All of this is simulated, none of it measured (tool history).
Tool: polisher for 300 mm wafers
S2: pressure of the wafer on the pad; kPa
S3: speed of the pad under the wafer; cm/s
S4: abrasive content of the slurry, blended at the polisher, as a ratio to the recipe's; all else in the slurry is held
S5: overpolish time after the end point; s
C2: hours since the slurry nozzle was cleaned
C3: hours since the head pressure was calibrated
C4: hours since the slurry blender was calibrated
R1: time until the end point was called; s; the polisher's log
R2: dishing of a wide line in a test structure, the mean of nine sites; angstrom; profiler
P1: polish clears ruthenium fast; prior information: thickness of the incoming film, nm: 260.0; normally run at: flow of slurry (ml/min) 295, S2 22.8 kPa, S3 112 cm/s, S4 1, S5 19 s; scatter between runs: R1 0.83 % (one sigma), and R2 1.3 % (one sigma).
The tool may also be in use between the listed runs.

run 1 hour=4.9 | flow_of_slurry_(ml/min)=295 S2=22.8 S3=112 S4=1 S5=19 | wafers_polished_on_this_pad=342 C2=591.1 C3=306.5 C4=32.8 | R1=44.682 R2=611.49
run 2 hour=9.3 | flow_of_slurry_(ml/min)=295 S2=22.8 S3=112 S4=1 S5=19 | wafers_polished_on_this_pad=372 C2=595.5 C3=310.9 C4=37.2 | R1=44.104 R2=622.02
run 3 hour=15.4 | flow_of_slurry_(ml/min)=465 S2=22.8 S3=112 S4=1 S5=19 | wafers_polished_on_this_pad=413 C2=601.6 C3=317 C4=43.3 | R1=42.774 R2=632.75
run 4 hour=20.2 | flow_of_slurry_(ml/min)=295 S2=22.8 S3=112 S4=1 S5=19 | wafers_polished_on_this_pad=445 C2=606.4 C3=321.8 C4=48.1 | R1=44.828 R2=614.9
run 5 hour=27.1 | flow_of_slurry_(ml/min)=295 S2=22.8 S3=112 S4=1 S5=19 | wafers_polished_on_this_pad=491 C2=613.3 C3=328.7 C4=55 | R1=45.609 R2=618.68
run 6 hour=33.8 | flow_of_slurry_(ml/min)=295 S2=35.2 S3=112 S4=1 S5=19 | wafers_polished_on_this_pad=536 C2=620 C3=335.4 C4=61.7 | R1=29.317 R2=760.36
run 7 hour=40.8 | flow_of_slurry_(ml/min)=295 S2=22.8 S3=50 S4=1 S5=19 | wafers_polished_on_this_pad=583 C2=627 C3=342.4 C4=68.7 | R1=100.92 R2=350.34
run 8 hour=45.1 | flow_of_slurry_(ml/min)=295 S2=22.8 S3=166 S4=1 S5=19 | wafers_polished_on_this_pad=612 C2=631.3 C3=346.7 C4=73 | R1=30.3 R2=767.66
run 9 hour=54.1 | flow_of_slurry_(ml/min)=295 S2=22.8 S3=112 S4=0.5 S5=19 | wafers_polished_on_this_pad=673 C2=640.3 C3=355.7 C4=82 | R1=65.251 R2=485.99
run 10 hour=60.6 | flow_of_slurry_(ml/min)=295 S2=22.8 S3=112 S4=1 S5=19 | wafers_polished_on_this_pad=716 C2=646.8 C3=362.2 C4=88.5 | R1=45.1 R2=617.46
run 11 hour=66.8 | flow_of_slurry_(ml/min)=390 S2=14.5 S3=112 S4=1 S5=19 | wafers_polished_on_this_pad=758 C2=653 C3=368.4 C4=94.7 | R1=68.962 R2=482.53
run 12 hour=70.8 | flow_of_slurry_(ml/min)=295 S2=10.3 S3=112 S4=1 S5=19 | wafers_polished_on_this_pad=785 C2=657 C3=372.4 C4=98.7 | R1=97.84 R2=356.72
run 13 hour=78.6 | flow_of_slurry_(ml/min)=295 S2=22.8 S3=112 S4=1 S5=19 | wafers_polished_on_this_pad=837 C2=664.8 C3=380.2 C4=106.5 | R1=44.53 R2=602.55
run 14 hour=87.2 | flow_of_slurry_(ml/min)=445 S2=22.8 S3=112 S4=0.8 S5=19 | wafers_polished_on_this_pad=895 C2=673.4 C3=388.8 C4=115.1 | R1=48.852 R2=600.73
run 15 hour=93.1 | flow_of_slurry_(ml/min)=295 S2=22.8 S3=112 S4=1.4 S5=19 | wafers_polished_on_this_pad=935 C2=679.3 C3=394.7 C4=121 | R1=39.205 R2=684.89
run 16 hour=99.5 | flow_of_slurry_(ml/min)=205 S2=22.8 S3=112 S4=1 S5=19 | wafers_polished_on_this_pad=978 C2=685.7 C3=401.1 C4=127.4 | R1=46.367 R2=609.58
run 17 hour=105.3 | flow_of_slurry_(ml/min)=295 S2=22.8 S3=112 S4=1 S5=6 | wafers_polished_on_this_pad=1017 C2=691.5 C3=406.9 C4=133.2 | R1=44.57 R2=268.75
run 18 hour=113.4 | flow_of_slurry_(ml/min)=295 S2=22.8 S3=112 S4=1 S5=35 | wafers_polished_on_this_pad=1071 C2=699.6 C3=415 C4=141.3 | R1=45.46 R2=852.5
run 19 hour=119.2 | flow_of_slurry_(ml/min)=295 S2=22.8 S3=112 S4=1 S5=19 | wafers_polished_on_this_pad=1110 C2=705.4 C3=420.8 C4=147.1 | R1=44.564 R2=622.86
run 20 hour=126.9 | flow_of_slurry_(ml/min)=295 S2=35.9 S3=146 S4=1 S5=19 | wafers_polished_on_this_pad=1162 C2=713.1 C3=428.5 C4=154.8 | R1=21.804 R2=862.5
run 21 hour=131.5 | flow_of_slurry_(ml/min)=295 S2=22.8 S3=112 S4=1 S5=19 | wafers_polished_on_this_pad=1193 C2=717.7 C3=433.1 C4=159.4 | R1=44.478 R2=620
run 22 hour=136.2 | flow_of_slurry_(ml/min)=295 S2=22.8 S3=112 S4=1 S5=19 | wafers_polished_on_this_pad=1224 C2=722.4 C3=437.8 C4=164.1 | R1=46.597 R2=613.6
run 23 hour=144.3 | flow_of_slurry_(ml/min)=295 S2=22.8 S3=112 S4=1 S5=19 | wafers_polished_on_this_pad=1279 C2=730.5 C3=445.9 C4=172.2 | R1=48.736 R2=593.3
-- hour=147 slurry nozzle cleaned
run 24 hour=149.3 | flow_of_slurry_(ml/min)=295 S2=22.8 S3=112 S4=1 S5=19 | wafers_polished_on_this_pad=1312 C2=2.4 C3=450.9 C4=177.2 | R1=48.782 R2=584.61
-- hour=152.4 head pressure recalibrated
run 25 hour=153.2 | flow_of_slurry_(ml/min)=295 S2=22.8 S3=112 S4=1 S5=19 | wafers_polished_on_this_pad=1338 C2=6.3 C3=0.8 C4=181.1 | R1=50.06 R2=584.47
run 26 hour=157.6 | flow_of_slurry_(ml/min)=295 S2=22.8 S3=112 S4=1 S5=19 | wafers_polished_on_this_pad=1368 C2=10.7 C3=5.2 C4=185.5 | R1=48.999 R2=589.29
run 27 hour=161.9 | flow_of_slurry_(ml/min)=295 S2=22.8 S3=112 S4=1 S5=19 | wafers_polished_on_this_pad=1397 C2=15 C3=9.5 C4=189.8 | R1=49.411 R2=584.04

For run 28, what comes out?
run 28 hour=165.8 | flow_of_slurry_(ml/min)=295 S2=22.8 S3=112 S4=1 S5=19 | wafers_polished_on_this_pad=1423 C2=18.9 C3=13.4 C4=193.7 | R1=? R2=?

Run 28 produced R1 49.533 s, R2 584.06 angstrom.

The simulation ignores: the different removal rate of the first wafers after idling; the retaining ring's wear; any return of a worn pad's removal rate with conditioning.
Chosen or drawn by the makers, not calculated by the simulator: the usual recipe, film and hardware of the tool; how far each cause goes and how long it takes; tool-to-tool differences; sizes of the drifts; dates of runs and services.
